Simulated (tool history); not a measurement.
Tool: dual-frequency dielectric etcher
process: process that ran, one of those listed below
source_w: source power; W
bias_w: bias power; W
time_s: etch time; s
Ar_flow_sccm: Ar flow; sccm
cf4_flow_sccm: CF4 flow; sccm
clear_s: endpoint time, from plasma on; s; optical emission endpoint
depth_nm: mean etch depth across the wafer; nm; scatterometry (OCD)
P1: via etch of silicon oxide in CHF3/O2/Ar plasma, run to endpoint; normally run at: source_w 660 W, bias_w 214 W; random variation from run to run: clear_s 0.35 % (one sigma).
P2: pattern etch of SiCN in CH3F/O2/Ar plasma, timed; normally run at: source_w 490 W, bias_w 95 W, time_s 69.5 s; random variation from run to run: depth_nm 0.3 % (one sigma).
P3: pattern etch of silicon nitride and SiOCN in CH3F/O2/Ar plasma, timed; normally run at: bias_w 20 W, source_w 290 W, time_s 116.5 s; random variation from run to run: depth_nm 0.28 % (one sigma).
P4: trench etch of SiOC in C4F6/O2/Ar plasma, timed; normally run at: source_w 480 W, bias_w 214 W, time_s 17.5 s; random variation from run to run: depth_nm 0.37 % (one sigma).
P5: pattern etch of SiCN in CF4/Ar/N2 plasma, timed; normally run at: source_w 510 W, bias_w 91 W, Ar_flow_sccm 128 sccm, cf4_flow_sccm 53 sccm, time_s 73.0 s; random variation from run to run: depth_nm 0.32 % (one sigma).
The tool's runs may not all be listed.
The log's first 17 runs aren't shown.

run	hour	process	source_w	bias_w	time_s	Ar_flow_sccm	cf4_flow_sccm	hours since the last wet clean	hours since the last source power generator calibration	hours since the last bias power generator calibration	clear_s	depth_nm
18	69.5	P2	490	95	69.5			267.5	390.5	1192.3		31.580
19	74.0	P1	490	214				272.0	395.0	1196.8	206.37	
20	77.8	P5	510	91	73.0	96	53	275.8	398.8	1200.6		75.455
21	82.9	P3	390	20	116.5			280.9	403.9	1205.7		14.958
22	88.0	P3	290	20	116.5			286.0	409.0	1210.8		13.448
23	93.3	P1	660	214				291.3	414.3	1216.1	185.97	
24	98.8	P3	290	20	155.0			296.8	419.8	1221.6		17.864
25	102.0	P5	510	91	73.0	128	75	300.0	423.0	1224.8		75.907
26	105.1	P1	920	214				303.1	426.1	1227.9	163.76	
27	108.0	P5	340	91	73.0	128	53	306.0	429.0	1230.8		50.940
28	112.3	P5	510	60	73.0	128	53	310.3	433.3	1235.1		61.713
29	115.1	P1	660	214				313.1	436.1	1237.9	185.41	
30	118.2	P4	480	214	10.5			316.2	439.2	1241.0		24.581

The next listed run, before its measurement:
31	123.8	P1	660	214				321.8	444.8	1246.6	?	

{"run 31": {"clear_s": 185.12}}
